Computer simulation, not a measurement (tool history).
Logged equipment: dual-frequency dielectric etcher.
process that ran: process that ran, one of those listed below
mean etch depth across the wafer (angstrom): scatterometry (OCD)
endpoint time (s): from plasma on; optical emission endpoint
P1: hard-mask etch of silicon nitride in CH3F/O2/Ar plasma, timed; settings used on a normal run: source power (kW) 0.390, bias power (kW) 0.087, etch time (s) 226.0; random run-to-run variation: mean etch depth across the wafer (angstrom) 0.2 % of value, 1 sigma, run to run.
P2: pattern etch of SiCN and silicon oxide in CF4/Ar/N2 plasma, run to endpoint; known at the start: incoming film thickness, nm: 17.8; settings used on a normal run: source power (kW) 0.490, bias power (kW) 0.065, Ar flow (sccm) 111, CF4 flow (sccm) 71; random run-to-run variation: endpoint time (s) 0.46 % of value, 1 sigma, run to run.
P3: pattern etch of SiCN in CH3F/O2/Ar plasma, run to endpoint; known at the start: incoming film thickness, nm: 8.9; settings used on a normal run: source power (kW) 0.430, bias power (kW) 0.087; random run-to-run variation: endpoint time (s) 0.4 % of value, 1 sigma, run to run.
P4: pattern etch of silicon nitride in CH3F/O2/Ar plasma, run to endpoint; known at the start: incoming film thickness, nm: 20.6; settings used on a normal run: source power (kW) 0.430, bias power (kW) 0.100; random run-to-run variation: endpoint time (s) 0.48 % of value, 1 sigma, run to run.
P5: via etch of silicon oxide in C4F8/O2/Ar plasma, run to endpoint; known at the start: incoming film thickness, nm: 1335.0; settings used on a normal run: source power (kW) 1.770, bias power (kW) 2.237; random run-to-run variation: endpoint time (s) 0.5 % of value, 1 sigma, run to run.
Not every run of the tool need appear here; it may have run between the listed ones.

run	hour	process that ran	source power (kW)	bias power (kW)	etch time (s)	Ar flow (sccm)	CF4 flow (sccm)	hours since the last wet clean	hours since the last source power generator calibration	hours since the last bias power generator calibration	mean etch depth across the wafer (angstrom)	endpoint time (s)
1	10.9	P1	0.390	0.087	226.0			220.8	540.2	2268.2	1658.30	
2	24.7	P2	0.490	0.065		111	71	234.6	554.0	2282.0		19.221
3	33.2	P2	0.490	0.065		111	71	243.1	562.5	2290.5		19.170
4	44.0	P1	0.390	0.087	124.5			253.9	573.3	2301.3	913.45	
5	52.5	P3	0.430	0.054				262.4	581.8	2309.8		26.416
6	64.4	P5	1.770	2.237				274.3	593.7	2321.7		267.070
7	76.4	P1	0.390	0.056	226.0			286.3	605.7	2333.7	1423.60	
8	83.1	P4	0.250	0.100				293.0	612.4	2340.4		30.657
9	97.3	P1	0.390	0.087	226.0			307.2	626.6	2354.6	1655.20	
10	108.2	P2	0.680	0.065		111	71	318.1	637.5	2365.5		14.394
11	119.9	P2	0.490	0.065		111	88	329.8	649.2	2377.2		18.588
12	131.2	P4	0.430	0.065				341.1	660.5	2388.5		29.399
13	139.7	P1	0.470	0.066	226.0			349.6	669.0	2397.0	1615.20	
14	148.9	P1	0.390	0.087	300.5			358.8	678.2	2406.2	2198.70	
15	161.2	P1	0.390	0.116	298.5			371.1	690.5	2418.5	2440.00	
16	171.4	P1	0.390	0.087	226.0			381.3	700.7	2428.7	1653.40	
17	183.3	P1	0.390	0.107	226.0			393.2	712.6	2440.6	1784.80	
18	197.1	P3	0.250	0.087				407.0	726.4	2454.4		27.260
19	206.2	P5	1.770	3.135				416.1	735.5	2463.5		240.230
20	214.6	P1	0.520	0.087	226.0			424.5	743.9	2471.9	1848.10	
21	226.2	P1	0.390	0.087	226.0			436.1	755.5	2483.5	1656.90	
22	238.8	P1	0.390	0.087	226.0			448.7	768.1	2496.1	1655.70	
23	247.1	P4	0.430	0.100				457.0	776.4	2504.4		25.155
24	254.1	P1	0.390	0.105	140.0			464.0	783.4	2511.4	1102.80	
25	266.9	P2	0.490	0.065		74	71	476.8	796.2	2524.2		18.046
26	274.1	P1	0.250	0.087	226.0			484.0	803.4	2531.4	1398.80	
# hour 285.7: bias power generator calibrated
27	287.0	P5	1.450	2.237				496.9	816.3	1.4		288.730
28	295.3	P1	0.390	0.087	226.0			505.2	824.6	9.7	1652.10	
29	308.1	P3	0.430	0.087				518.0	837.4	22.5		22.193
30	315.3	P1	0.390	0.087	226.0			525.2	844.6	29.7	1651.80	
31	324.8	P2	0.490	0.082		111	71	534.7	854.1	39.2		17.768
32	333.6	P1	0.390	0.087	226.0			543.5	862.9	48.0	1656.80	
33	345.4	P1	0.390	0.087	226.0			555.3	874.7	59.8	1666.30	
34	355.5	P1	0.390	0.087	226.0			565.4	884.8	69.9	1671.50	
35	370.0	P1	0.390	0.087	226.0			579.9	899.3	84.4	1679.50	
# hour 378.2: wet clean of the chamber
36	384.0	P1	0.390	0.087	226.0			5.9	913.3	98.4	1675.60	
37	391.3	P1	0.390	0.087	226.0			13.2	920.6	105.7	1679.40	
38	403.6	P1	0.390	0.087	226.0			25.5	932.9	118.0	1685.50	
39	412.4	P1	0.390	0.087	226.0			34.3	941.7	126.8	1673.40	
40	423.8	P1	0.390	0.087	226.0			45.7	953.1	138.2	1682.30	
41	431.0	P1	0.390	0.087	226.0			52.9	960.3	145.4	1680.00	
42	442.1	P1	0.390	0.087	226.0			64.0	971.4	156.5	1683.00	
43	448.8	P1	0.390	0.087	226.0			70.7	978.1	163.2	1684.40	

P1 has crept away from where it was. The log is fitted equally well by each of these 2 causes, at the sizes shown:
A: bias power that arrives over what is set, % = 4.36
B: source power that arrives over what is set, % = 4.18
The creep began at about hour 333.6.
Ruled out, with reasons:
chamber walls in a state that raises the etch rate, %: serviced after onset, at hour 378.2, with no recovery of the prior output

The list below offers 4 check runs, each averaging the results of 3 wafers, and shows each result as a question mark. For which of them would the listed causes give clearly different results?
check 1	455.5	P2	0.680	0.065		111	71					?
check 2	455.5	P3	0.280	0.058								?
check 3	455.5	P5	1.770	2.980								?
check 4	455.5	P4	0.320	0.073								?

What every check run would give for each of its results, assuming each possible cause in turn:
check	result	if A	if B
check 1	endpoint time (s)	14.129	13.816
check 2	endpoint time (s)	29.659	29.640
check 3	endpoint time (s)	240.950	240.330
check 4	endpoint time (s)	31.104	31.089
Minimum pairwise separation of causes per check, each pair taken at its best-separating result: check 1 2.24 %; check 2 0.06 %; check 3 0.25 %; check 4 0.05 %
Check 1 is the one run that separates the causes; every other check would come out nearly the same whichever cause is at work.

Check 1 has now been run. It gave: endpoint time (s) 13.848. Which of the candidate causes is it?

Of the candidate causes, it is B: source power that arrives over what is set, %.

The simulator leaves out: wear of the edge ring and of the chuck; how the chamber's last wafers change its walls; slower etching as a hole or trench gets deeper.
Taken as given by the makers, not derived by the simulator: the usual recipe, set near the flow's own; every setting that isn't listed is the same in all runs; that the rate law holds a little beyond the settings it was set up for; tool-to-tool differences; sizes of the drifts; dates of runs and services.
